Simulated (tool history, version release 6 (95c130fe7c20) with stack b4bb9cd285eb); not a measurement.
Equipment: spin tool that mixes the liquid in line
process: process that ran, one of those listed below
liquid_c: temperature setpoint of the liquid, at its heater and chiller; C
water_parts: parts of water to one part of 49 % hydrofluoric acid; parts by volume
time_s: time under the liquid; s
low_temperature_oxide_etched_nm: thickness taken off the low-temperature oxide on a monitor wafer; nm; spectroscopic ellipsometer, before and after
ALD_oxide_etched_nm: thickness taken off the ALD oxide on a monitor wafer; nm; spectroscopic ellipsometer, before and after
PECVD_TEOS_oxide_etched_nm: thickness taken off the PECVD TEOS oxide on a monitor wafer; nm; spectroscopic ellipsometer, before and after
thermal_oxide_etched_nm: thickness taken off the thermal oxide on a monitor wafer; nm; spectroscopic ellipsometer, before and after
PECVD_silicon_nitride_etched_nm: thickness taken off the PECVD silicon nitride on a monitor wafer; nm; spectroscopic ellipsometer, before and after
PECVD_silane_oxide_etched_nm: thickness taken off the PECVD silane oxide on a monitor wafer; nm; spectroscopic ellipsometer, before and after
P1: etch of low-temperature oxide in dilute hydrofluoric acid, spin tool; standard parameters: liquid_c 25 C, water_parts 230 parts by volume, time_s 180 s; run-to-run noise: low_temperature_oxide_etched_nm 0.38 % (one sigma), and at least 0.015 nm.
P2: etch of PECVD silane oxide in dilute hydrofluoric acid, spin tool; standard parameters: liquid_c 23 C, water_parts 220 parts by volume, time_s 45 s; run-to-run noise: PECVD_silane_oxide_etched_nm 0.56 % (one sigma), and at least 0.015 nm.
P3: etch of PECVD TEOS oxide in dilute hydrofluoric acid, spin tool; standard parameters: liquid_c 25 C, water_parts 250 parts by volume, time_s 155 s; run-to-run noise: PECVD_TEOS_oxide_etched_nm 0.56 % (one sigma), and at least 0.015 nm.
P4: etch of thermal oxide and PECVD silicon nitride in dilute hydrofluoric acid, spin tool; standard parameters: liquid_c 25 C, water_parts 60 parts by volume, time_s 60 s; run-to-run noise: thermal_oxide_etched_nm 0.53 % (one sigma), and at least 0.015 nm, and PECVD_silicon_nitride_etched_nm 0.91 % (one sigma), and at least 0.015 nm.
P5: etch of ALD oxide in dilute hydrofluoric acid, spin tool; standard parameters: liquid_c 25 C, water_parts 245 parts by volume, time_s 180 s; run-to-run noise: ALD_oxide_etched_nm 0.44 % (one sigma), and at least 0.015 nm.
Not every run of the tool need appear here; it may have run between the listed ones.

run	day	process	liquid_c	water_parts	time_s	low_temperature_oxide_etched_nm	ALD_oxide_etched_nm	PECVD_TEOS_oxide_etched_nm	thermal_oxide_etched_nm	PECVD_silicon_nitride_etched_nm	PECVD_silane_oxide_etched_nm
1	0.208	P1	25	230	180	16.483					
2	0.438	P1	25	230	180	16.58					
3	0.658	P5	25	335	180		9.6455				
4	0.9	P1	19.5	230	180	13.53					
5	1.183	P1	25	230	335	30.714					
6	1.338	P1	25	230	180	16.545					
7	1.542	P1	25	230	180	16.48					
8	1.796	P3	29	250	155			9.7477			
9	2.038	P4	25	60	15				1.3443	0.7121	
10	2.342	P4	21.5	60	60				4.6929	2.2735	
11	2.512	P1	25	230	40	3.666					
12	2.738	P1	30.5	230	180	20.052					
13	3.071	P1	25	230	180	16.549					
14	3.275	P4	25	35	60				9.547	4.9437	
15	3.475	P2	23	395	45						4.0023
16	3.804	P5	25	245	80		6.403				
17	3.958	P2	23	220	45						8.5154
18	4.129	P4	25	60	60				5.3842	2.9026	
19	4.288	P3	25	90	155			28.231			
20	4.608	P2	23	220	15						2.8255
21	4.771	P3	25	250	155			8.6119			
22	5.042	P5	25	245	180		14.466				
23	5.196	P3	25	250	245			13.362			
24	5.371	P1	18	145	180	21.964					
25	5.617	P5	25	245	180		14.567				
26	5.904	P2	23	220	45						8.4531
# day 5.958: hydrofluoric acid flow meter replaced
27	6.171	P1	25	415	180	7.6562					
28	6.412	P1	25	75	180	60.781					
29	6.654	P5	30	245	180		17.056				
30	6.921	P2	27	220	45						9.8785
31	7.112	P1	25	230	180	16.525					
32	7.35	P1	25	230	180	16.56					
33	7.625	P1	25	230	180	16.011					
34	7.779	P1	25	230	180	15.72					
35	8.038	P1	25	230	180	15.445					
36	8.208	P1	25	230	180	15.401					
37	8.492	P1	25	230	180	15.354					
38	8.775	P1	25	230	180	15.207					
39	8.979	P1	25	230	180	15.225					
40	9.254	P1	25	230	180	15.371					

The output of P1 has drifted from where it used to be. Each of the 2 causes below, taken at the size shown beside it, accounts for the log equally well:
A: hydrofluoric acid flow below the setpoint (%) = 6.44
B: liquid colder than its thermometer reads (K) = 2.3
Creep in the process output first set in at about day 7.35.

Consider the 4 single-wafer check runs listed below, results given as question marks: which one distinguishes between the causes by giving clearly different results for each?
check 1	9.529	P2	23	220	45						?
check 2	9.529	P3	25	250	155			?			
check 3	9.529	P5	25	245	180		?				
check 4	9.529	P4	25	60	60				?	?	

Outcome of each check run for each possible cause:
check	result	if A	if B
check 1	PECVD_silane_oxide_etched_nm	7.8259	7.7948
check 2	PECVD_TEOS_oxide_etched_nm	7.8244	7.8391
check 3	ALD_oxide_etched_nm	13.27	13.288
check 4	thermal_oxide_etched_nm	5.0142	4.9054
check 4	PECVD_silicon_nitride_etched_nm	2.707	2.4764
Distance between the nearest two causes, measured in the result of the check that separates them most: check 1 0.4 %; check 2 0.19 %; check 3 0.13 %; check 4 8.9 %
Check 4 distinguishes between the causes, while the remaining checks would return nearly the same result for all of them.

Running check 4 produced the following: thermal_oxide_etched_nm 4.9698 nm; PECVD_silicon_nitride_etched_nm 2.428 nm. Which one of the listed causes fits?

It was cause B: liquid colder than its thermometer reads (K).
